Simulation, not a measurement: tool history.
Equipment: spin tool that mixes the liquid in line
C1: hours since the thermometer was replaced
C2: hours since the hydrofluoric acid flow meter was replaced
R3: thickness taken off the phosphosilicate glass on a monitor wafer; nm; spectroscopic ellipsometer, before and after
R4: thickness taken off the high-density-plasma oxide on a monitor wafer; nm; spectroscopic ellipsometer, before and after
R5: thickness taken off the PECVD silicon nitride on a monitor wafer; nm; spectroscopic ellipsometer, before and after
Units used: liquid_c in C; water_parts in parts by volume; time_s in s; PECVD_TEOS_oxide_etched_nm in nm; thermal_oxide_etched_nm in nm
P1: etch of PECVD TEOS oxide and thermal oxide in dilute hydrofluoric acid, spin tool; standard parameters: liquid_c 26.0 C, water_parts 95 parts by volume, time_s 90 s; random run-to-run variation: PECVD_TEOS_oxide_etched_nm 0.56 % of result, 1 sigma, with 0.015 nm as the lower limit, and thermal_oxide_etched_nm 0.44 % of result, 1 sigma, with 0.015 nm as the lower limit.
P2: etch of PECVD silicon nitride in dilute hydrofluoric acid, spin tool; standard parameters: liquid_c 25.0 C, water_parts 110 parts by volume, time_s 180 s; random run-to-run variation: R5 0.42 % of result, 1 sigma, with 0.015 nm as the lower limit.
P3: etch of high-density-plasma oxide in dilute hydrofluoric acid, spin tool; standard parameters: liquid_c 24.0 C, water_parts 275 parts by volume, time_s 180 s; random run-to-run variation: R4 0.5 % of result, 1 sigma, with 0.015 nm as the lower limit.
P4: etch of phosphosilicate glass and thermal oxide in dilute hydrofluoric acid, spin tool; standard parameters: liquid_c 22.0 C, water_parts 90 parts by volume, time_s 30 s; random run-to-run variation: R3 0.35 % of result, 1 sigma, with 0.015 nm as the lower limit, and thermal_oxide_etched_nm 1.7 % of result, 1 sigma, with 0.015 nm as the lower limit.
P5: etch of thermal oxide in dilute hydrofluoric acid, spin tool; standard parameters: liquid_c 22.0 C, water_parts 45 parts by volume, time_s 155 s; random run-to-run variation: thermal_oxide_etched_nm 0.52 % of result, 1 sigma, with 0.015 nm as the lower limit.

{"run": 1, "hour": 5.9, "process": "P1", "liquid_c": 26.0, "water_parts": 95, "time_s": 90, "C1": 777.5, "C2": 1175.8, "PECVD_TEOS_oxide_etched_nm": 14.771, "thermal_oxide_etched_nm": 4.8001}
{"run": 2, "hour": 9.1, "process": "P4", "liquid_c": 22.0, "water_parts": 165, "time_s": 30, "C1": 780.7, "C2": 1179.0, "thermal_oxide_etched_nm": 0.74469, "R3": 24.649}
{"run": 3, "hour": 13.4, "process": "P1", "liquid_c": 18.0, "water_parts": 95, "time_s": 90, "C1": 785.0, "C2": 1183.3, "PECVD_TEOS_oxide_etched_nm": 10.724, "thermal_oxide_etched_nm": 3.4652}
{"run": 4, "hour": 17.1, "process": "P4", "liquid_c": 17.0, "water_parts": 90, "time_s": 30, "C1": 788.7, "C2": 1187.0, "thermal_oxide_etched_nm": 1.2369, "R3": 39.995}
{"hour": 17.9, "done": "hydrofluoric acid flow meter replaced"}
{"run": 5, "hour": 20.9, "process": "P1", "liquid_c": 26.0, "water_parts": 95, "time_s": 170, "C1": 792.5, "C2": 3.1, "PECVD_TEOS_oxide_etched_nm": 28.007, "thermal_oxide_etched_nm": 9.0588}
{"run": 6, "hour": 23.7, "process": "P3", "liquid_c": 31.5, "water_parts": 275, "time_s": 180, "C1": 795.3, "C2": 5.9, "R4": 6.436}
{"run": 7, "hour": 27.5, "process": "P1", "liquid_c": 26.0, "water_parts": 155, "time_s": 40, "C1": 799.1, "C2": 9.7, "PECVD_TEOS_oxide_etched_nm": 3.7042, "thermal_oxide_etched_nm": 1.2174}
{"run": 8, "hour": 31.5, "process": "P1", "liquid_c": 26.0, "water_parts": 95, "time_s": 90, "C1": 803.1, "C2": 13.7, "PECVD_TEOS_oxide_etched_nm": 14.764, "thermal_oxide_etched_nm": 4.8297}
{"run": 9, "hour": 34.3, "process": "P1", "liquid_c": 26.0, "water_parts": 95, "time_s": 90, "C1": 805.9, "C2": 16.5, "PECVD_TEOS_oxide_etched_nm": 14.719, "thermal_oxide_etched_nm": 4.7999}
{"run": 10, "hour": 40.1, "process": "P1", "liquid_c": 34.0, "water_parts": 95, "time_s": 90, "C1": 811.7, "C2": 22.3, "PECVD_TEOS_oxide_etched_nm": 19.886, "thermal_oxide_etched_nm": 6.4186}
{"run": 11, "hour": 45.3, "process": "P2", "liquid_c": 25.0, "water_parts": 110, "time_s": 65, "C1": 816.9, "C2": 27.5, "R5": 1.9011}
{"run": 12, "hour": 51.1, "process": "P1", "liquid_c": 26.0, "water_parts": 95, "time_s": 90, "C1": 822.7, "C2": 33.3, "PECVD_TEOS_oxide_etched_nm": 14.708, "thermal_oxide_etched_nm": 4.7752}
{"run": 13, "hour": 54.2, "process": "P4", "liquid_c": 22.0, "water_parts": 90, "time_s": 30, "C1": 825.8, "C2": 36.4, "thermal_oxide_etched_nm": 1.5801, "R3": 48.873}
{"run": 14, "hour": 57.7, "process": "P3", "liquid_c": 24.0, "water_parts": 115, "time_s": 180, "C1": 829.3, "C2": 39.9, "R4": 14.016}
{"run": 15, "hour": 61.3, "process": "P2", "liquid_c": 25.0, "water_parts": 195, "time_s": 180, "C1": 832.9, "C2": 43.5, "R5": 2.9446}
{"run": 16, "hour": 65.1, "process": "P2", "liquid_c": 19.0, "water_parts": 110, "time_s": 180, "C1": 836.7, "C2": 47.3, "R5": 3.4526}
{"run": 17, "hour": 70.5, "process": "P1", "liquid_c": 26.0, "water_parts": 95, "time_s": 20, "C1": 842.1, "C2": 52.7, "PECVD_TEOS_oxide_etched_nm": 3.2463, "thermal_oxide_etched_nm": 1.0716}
{"run": 18, "hour": 76.6, "process": "P1", "liquid_c": 26.0, "water_parts": 95, "time_s": 90, "C1": 848.2, "C2": 58.8, "PECVD_TEOS_oxide_etched_nm": 14.811, "thermal_oxide_etched_nm": 4.8021}
{"run": 19, "hour": 81.6, "process": "P1", "liquid_c": 26.0, "water_parts": 55, "time_s": 90, "C1": 853.2, "C2": 63.8, "PECVD_TEOS_oxide_etched_nm": 26.706, "thermal_oxide_etched_nm": 8.7427}
{"run": 20, "hour": 84.7, "process": "P5", "liquid_c": 22.0, "water_parts": 45, "time_s": 155, "C1": 856.3, "C2": 66.9, "thermal_oxide_etched_nm": 15.328}
{"run": 21, "hour": 90.3, "process": "P3", "liquid_c": 24.0, "water_parts": 275, "time_s": 350, "C1": 861.9, "C2": 72.5, "R4": 9.6602}
{"run": 22, "hour": 95.9, "process": "P4", "liquid_c": 22.0, "water_parts": 90, "time_s": 30, "C1": 867.5, "C2": 78.1, "thermal_oxide_etched_nm": 1.5177, "R3": 49.351}
{"run": 23, "hour": 99.9, "process": "P2", "liquid_c": 25.0, "water_parts": 110, "time_s": 180, "C1": 871.5, "C2": 82.1, "R5": 5.2008}
{"run": 24, "hour": 105.5, "process": "P5", "liquid_c": 22.0, "water_parts": 45, "time_s": 15, "C1": 877.1, "C2": 87.7, "thermal_oxide_etched_nm": 1.4608}
{"run": 25, "hour": 111.2, "process": "P1", "liquid_c": 26.0, "water_parts": 170, "time_s": 90, "C1": 882.8, "C2": 93.4, "PECVD_TEOS_oxide_etched_nm": 7.4101, "thermal_oxide_etched_nm": 2.4627}
{"run": 26, "hour": 116.1, "process": "P1", "liquid_c": 26.0, "water_parts": 95, "time_s": 90, "C1": 887.7, "C2": 98.3, "PECVD_TEOS_oxide_etched_nm": 14.634, "thermal_oxide_etched_nm": 4.7982}
{"run": 27, "hour": 120.7, "process": "P4", "liquid_c": 22.0, "water_parts": 90, "time_s": 15, "C1": 892.3, "C2": 102.9, "thermal_oxide_etched_nm": 0.76379, "R3": 24.688}
{"run": 28, "hour": 124.3, "process": "P5", "liquid_c": 22.0, "water_parts": 75, "time_s": 155, "C1": 895.9, "C2": 106.5, "thermal_oxide_etched_nm": 8.7906}
{"run": 29, "hour": 129.8, "process": "P2", "liquid_c": 25.0, "water_parts": 110, "time_s": 180, "C1": 901.4, "C2": 112.0, "R5": 5.1897}
{"run": 30, "hour": 133.3, "process": "P1", "liquid_c": 26.0, "water_parts": 95, "time_s": 90, "C1": 904.9, "C2": 115.5, "PECVD_TEOS_oxide_etched_nm": 14.678, "thermal_oxide_etched_nm": 4.752}
{"run": 31, "hour": 138.7, "process": "P5", "liquid_c": 30.5, "water_parts": 45, "time_s": 155, "C1": 910.3, "C2": 120.9, "thermal_oxide_etched_nm": 21.577}
{"run": 32, "hour": 144.7, "process": "P3", "liquid_c": 24.0, "water_parts": 275, "time_s": 180, "C1": 916.3, "C2": 126.9, "R4": 4.9702}
{"run": 33, "hour": 150.4, "process": "P1", "liquid_c": 26.0, "water_parts": 95, "time_s": 90, "C1": 922.0, "C2": 132.6, "PECVD_TEOS_oxide_etched_nm": 14.761, "thermal_oxide_etched_nm": 4.8132}
{"run": 34, "hour": 154.7, "process": "P1", "liquid_c": 26.0, "water_parts": 95, "time_s": 90, "C1": 926.3, "C2": 136.9, "PECVD_TEOS_oxide_etched_nm": 15.043, "thermal_oxide_etched_nm": 4.885}

Forecast run 35:
{"run": 35, "hour": 159.6, "process": "P1", "liquid_c": 26.0, "water_parts": 95, "time_s": 90, "C1": 931.2, "C2": 141.8, "PECVD_TEOS_oxide_etched_nm": "?", "thermal_oxide_etched_nm": "?"}

PECVD_TEOS_oxide_etched_nm: 15.1860 nm
thermal_oxide_etched_nm: 4.99380 nm
